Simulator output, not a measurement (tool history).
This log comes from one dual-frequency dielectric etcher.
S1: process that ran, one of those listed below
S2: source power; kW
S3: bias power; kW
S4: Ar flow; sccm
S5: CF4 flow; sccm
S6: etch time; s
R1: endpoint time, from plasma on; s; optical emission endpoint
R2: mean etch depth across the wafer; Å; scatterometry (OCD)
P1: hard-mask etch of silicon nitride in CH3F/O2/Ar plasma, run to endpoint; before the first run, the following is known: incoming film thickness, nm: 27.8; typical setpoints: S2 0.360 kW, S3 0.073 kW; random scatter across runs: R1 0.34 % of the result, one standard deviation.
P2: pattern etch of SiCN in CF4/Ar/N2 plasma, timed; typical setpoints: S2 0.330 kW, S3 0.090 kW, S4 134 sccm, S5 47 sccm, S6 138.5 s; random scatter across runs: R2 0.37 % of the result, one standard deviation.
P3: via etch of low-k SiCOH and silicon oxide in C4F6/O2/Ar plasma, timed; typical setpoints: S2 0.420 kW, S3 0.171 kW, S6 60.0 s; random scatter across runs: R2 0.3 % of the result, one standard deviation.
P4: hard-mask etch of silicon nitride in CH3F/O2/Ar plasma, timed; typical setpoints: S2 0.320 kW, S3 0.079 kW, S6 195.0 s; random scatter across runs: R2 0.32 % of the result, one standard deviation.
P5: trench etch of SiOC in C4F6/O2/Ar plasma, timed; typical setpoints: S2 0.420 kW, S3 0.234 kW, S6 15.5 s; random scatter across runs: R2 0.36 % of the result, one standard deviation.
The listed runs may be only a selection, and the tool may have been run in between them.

run   hour  S1     S2     S3   S4  S5     S6      R1       R2
  1    4.8  P1  0.360  0.073                  41.795
  2   12.8  P2  0.330  0.090   91  47  138.5           923.79
  3   17.8  P1  0.360  0.096                  37.677
  4   22.1  P2  0.330  0.090  134  66  138.5           921.23
  5   26.9  P2  0.430  0.090  134  47  138.5          1102.80
  6   31.5  P1  0.250  0.073                  47.883
  7   37.7  P3  0.420  0.171            41.0          1104.10
  8   45.7  P3  0.550  0.171            60.0          1821.40
  9   49.2  P3  0.420  0.171            60.0          1631.40
 10   56.6  P4  0.320  0.048           195.0          1086.20
 11   64.5  P2  0.330  0.090  134  47  138.5           874.85
 12   68.2  P4  0.230  0.079           195.0          1121.80
 13   73.2  P1  0.360  0.073                  41.371
 14   78.6  P1  0.360  0.050                  47.673
 15   82.9  P5  0.420  0.234             8.5           196.45
 16   89.4  P1  0.250  0.057                  52.129
 17   94.9  P2  0.330  0.090  134  47  138.5           875.95
 18  100.9  P3  0.420  0.110            60.0          1425.90
 19  108.3  P2  0.330  0.059  134  47  138.5           746.47
 20  113.6  P4  0.320  0.079           195.0          1276.10
 21  121.4  P4  0.320  0.079           109.5           717.20
 22  127.2  P5  0.420  0.234            15.5           357.65
 23  134.5  P1  0.360  0.073                  41.905
 24  138.0  P1  0.290  0.044                  53.661
 25  146.2  P1  0.360  0.073                  41.839
 26  150.0  P5  0.420  0.147            15.5           309.15
 27  155.1  P2  0.330  0.090  134  47   91.0           574.47
 28  162.4  P3  0.420  0.171            60.0          1632.30
 29  167.6  P1  0.360  0.073                  41.876
 30  172.6  P4  0.320  0.079           195.0          1269.60
 31  176.5  P5  0.510  0.234            15.5           387.00
 32  181.9  P1  0.500  0.073                  36.559
 33  187.1  P1  0.360  0.073                  41.771
 34  194.2  P1  0.360  0.073                  41.932
 35  198.6  P1  0.360  0.073                  42.034
 36  206.4  P1  0.360  0.073                  41.992
 37  214.5  P1  0.360  0.073                  41.954
 38  222.5  P1  0.360  0.073                  42.330
 39  228.8  P1  0.360  0.073                  42.129
 40  235.7  P1  0.360  0.073                  42.318
     242.3  -- wet clean of the chamber
 41  243.2  P1  0.360  0.073                  42.527
 42  246.9  P1  0.360  0.073                  42.291
 43  251.0  P1  0.360  0.073                  42.546
 44  258.6  P1  0.360  0.073                  42.432

P1 has crept away from where it was. The log is fitted equally well by each of these 2 causes, at the sizes shown:
A: bias power that arrives under what is set, % = 4.87
B: source power that arrives under what is set, % = 4.45
The drift started at roughly hour 194.2.
Other possible causes, and why each is ruled out:
chamber walls in a state that lowers the etch rate, %: was serviced at hour 242.3, once the creep was under way, yet the earlier output never came back

Which of the check runs below tells the causes apart, meaning the causes would give it clearly different results? Each run uses 2 wafers whose results are averaged, and each result is shown as a question mark.
check 1  266.2  P5  0.420  0.177            15.5       ?
check 2  266.2  P4  0.240  0.050           195.0       ?
check 3  266.2  P3  0.490  0.121            60.0       ?
check 4  266.2  P2  0.330  0.061  134  66  138.5       ?

How each check would come out, cause by cause:
  check  result     if A     if B
check 1      R2   322.41   321.72
check 2      R2   965.25   964.12
check 3      R2  1537.10  1530.60
check 4      R2   780.10   763.34
Minimum pairwise separation of causes per check, each pair taken at its best-separating result: check 1 0.21 %; check 2 0.12 %; check 3 0.43 %; check 4 2.17 %
Check 4 distinguishes between the causes, while the remaining checks would return nearly the same result for all of them.

Check 4 has now been run. It gave: R2 776.96 Å. Which of the candidate causes is it?

Of the candidate causes, it is A: bias power that arrives under what is set, %.
